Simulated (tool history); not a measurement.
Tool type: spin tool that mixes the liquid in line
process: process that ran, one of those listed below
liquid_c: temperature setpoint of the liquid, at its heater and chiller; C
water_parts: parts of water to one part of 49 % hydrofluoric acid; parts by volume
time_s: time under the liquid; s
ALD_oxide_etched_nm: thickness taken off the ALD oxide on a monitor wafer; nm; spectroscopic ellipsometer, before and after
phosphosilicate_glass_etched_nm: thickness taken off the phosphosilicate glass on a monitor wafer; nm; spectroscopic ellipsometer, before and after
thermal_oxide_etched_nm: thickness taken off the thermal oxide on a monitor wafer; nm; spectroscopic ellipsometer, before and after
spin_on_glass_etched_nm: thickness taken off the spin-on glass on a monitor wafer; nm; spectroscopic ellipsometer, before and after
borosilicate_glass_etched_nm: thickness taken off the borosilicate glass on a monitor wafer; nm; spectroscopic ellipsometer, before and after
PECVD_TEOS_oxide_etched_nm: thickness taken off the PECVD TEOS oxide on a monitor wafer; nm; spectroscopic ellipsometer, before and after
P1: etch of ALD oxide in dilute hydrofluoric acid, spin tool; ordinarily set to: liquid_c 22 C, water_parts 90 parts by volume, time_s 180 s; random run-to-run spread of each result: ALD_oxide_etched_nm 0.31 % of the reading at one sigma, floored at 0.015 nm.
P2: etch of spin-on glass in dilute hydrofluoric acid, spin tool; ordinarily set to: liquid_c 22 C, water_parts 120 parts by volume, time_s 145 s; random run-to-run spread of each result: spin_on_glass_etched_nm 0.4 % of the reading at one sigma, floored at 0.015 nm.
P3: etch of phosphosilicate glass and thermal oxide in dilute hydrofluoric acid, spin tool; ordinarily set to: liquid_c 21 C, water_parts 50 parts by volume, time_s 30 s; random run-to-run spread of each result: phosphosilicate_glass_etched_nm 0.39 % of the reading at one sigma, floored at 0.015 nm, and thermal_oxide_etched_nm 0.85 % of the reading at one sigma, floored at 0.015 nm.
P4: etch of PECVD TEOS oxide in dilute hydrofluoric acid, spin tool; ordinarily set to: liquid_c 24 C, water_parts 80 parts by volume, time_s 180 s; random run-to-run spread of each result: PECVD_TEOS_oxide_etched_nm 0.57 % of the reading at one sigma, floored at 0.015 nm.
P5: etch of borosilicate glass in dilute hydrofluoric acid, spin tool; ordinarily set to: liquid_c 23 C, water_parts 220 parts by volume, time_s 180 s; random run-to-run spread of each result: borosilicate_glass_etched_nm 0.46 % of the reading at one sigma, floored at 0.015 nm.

run   hour  process  liquid_c  water_parts  time_s  hours since the thermometer was replaced  hours since the hydrofluoric acid flow meter was replaced  ALD_oxide_etched_nm  phosphosilicate_glass_etched_nm  thermal_oxide_etched_nm  spin_on_glass_etched_nm  borosilicate_glass_etched_nm  PECVD_TEOS_oxide_etched_nm
  1   10.1       P1        22           90     180                                    1496.3                                                      675.3               20.029
  2   17.6       P3        21           50      30                                    1503.8                                                      682.8                                                33.618                   2.6475
  3     26       P1        17           90     180                                    1512.2                                                      691.2               16.303
  4   36.1       P1        22           90     180                                    1522.3                                                      701.3               19.954
  5   41.6       P1        22           90      45                                    1527.8                                                      706.8               5.0161
  6   51.8       P2        22          120     145                                      1538                                                        717                                                                                                  36.128
  7   58.3       P5        23          385     180                                    1544.5                                                      723.5                                                                                                                                10.094
  8   65.1       P4        24           80      15                                    1551.3                                                      730.3                                                                                                                                                            2.1983
  9   76.3       P1        22           90     180                                    1562.5                                                      741.5               20.132
 10   83.8       P3        21           50      15                                      1570                                                        749                                                 16.74                   1.3199
 11   89.7       P2        22          120     230                                    1575.9                                                      754.9                                                                                                  56.995
 12   95.3       P1        22          130     180                                    1581.5                                                      760.5               13.186
 13  106.2       P3        21           50      30                                    1592.4                                                      771.4                                                33.355                   2.6786
 14  114.3       P4      29.5           80     180                                    1600.5                                                      779.5                                                                                                                                                            32.549
 15  126.4       P4        24           80     180                                    1612.6                                                      791.6                                                                                                                                                            26.274
     134.8  -- thermometer replaced
 16  137.7       P5        23          220     305                                         3                                                      802.9                                                                                                                                34.584
 17  145.8       P1        22           90     180                                      11.1                                                        811               20.142
 18  154.2       P4        24          130     180                                      19.5                                                      819.4                                                                                                                                                            15.238
 19  165.9       P1        22           35     260                                      31.2                                                      831.1               80.161
 20  174.8       P1      28.5           90     180                                      40.1                                                        840               26.006
 21  185.3       P2        22          120     145                                      50.6                                                      850.5                                                                                                  35.833
 22  197.2       P2        22          170     145                                      62.5                                                      862.4                                                                                                  23.969
 23  209.1       P1        22           55     180                                      74.4                                                      874.3               34.019
 24  218.4       P4        24           80     180                                      83.7                                                      883.6                                                                                                                                                            26.377
 25    226       P5        23          220     180                                      91.3                                                      891.2                                                                                                                                20.622
 26  238.4       P2        17          120     145                                     103.7                                                      903.6                                                                                                  28.959
     248.8  -- hydrofluoric acid flow meter replaced
 27  249.9       P1        22           90     315                                     115.2                                                        1.1               34.938
 28  257.9       P1        22           90     180                                     123.2                                                        9.1               20.033
 29  266.2       P5        30          220     180                                     131.5                                                       17.4                                                                                                                                26.329
 30  271.8       P3        17           50      30                                     137.1                                                         23                                                28.409                   2.2395
 31  283.2       P3        21           75      30                                     148.5                                                       34.4                                                21.832                   1.7559
 32    290       P1        22           90     180                                     155.3                                                       41.2               20.088
 33  298.3       P1        22           90     180                                     163.6                                                       49.5               19.365
 34  308.5       P1        22           90     180                                     173.8                                                       59.7               19.035
 35  318.9       P1        22           90     180                                     184.2                                                       70.1               18.633
 36  326.7       P1        22           90     180                                       192                                                       77.9               18.525
 37  334.1       P1        22           90     180                                     199.4                                                       85.3               18.332
 38  343.6       P1        22           90     180                                     208.9                                                       94.8               18.317
 39  350.7       P1        22           90     180                                       216                                                      101.9               18.137
 40  362.9       P1        22           90     180                                     228.2                                                      114.1               18.065
 41  373.8       P1        22           90     180                                     239.1                                                        125               18.164

Expected results for the next run?
 42  380.1       P1        22           90     180                                     245.4                                                      131.3                    ?

{"run 42": {"ALD_oxide_etched_nm": 18.118}}
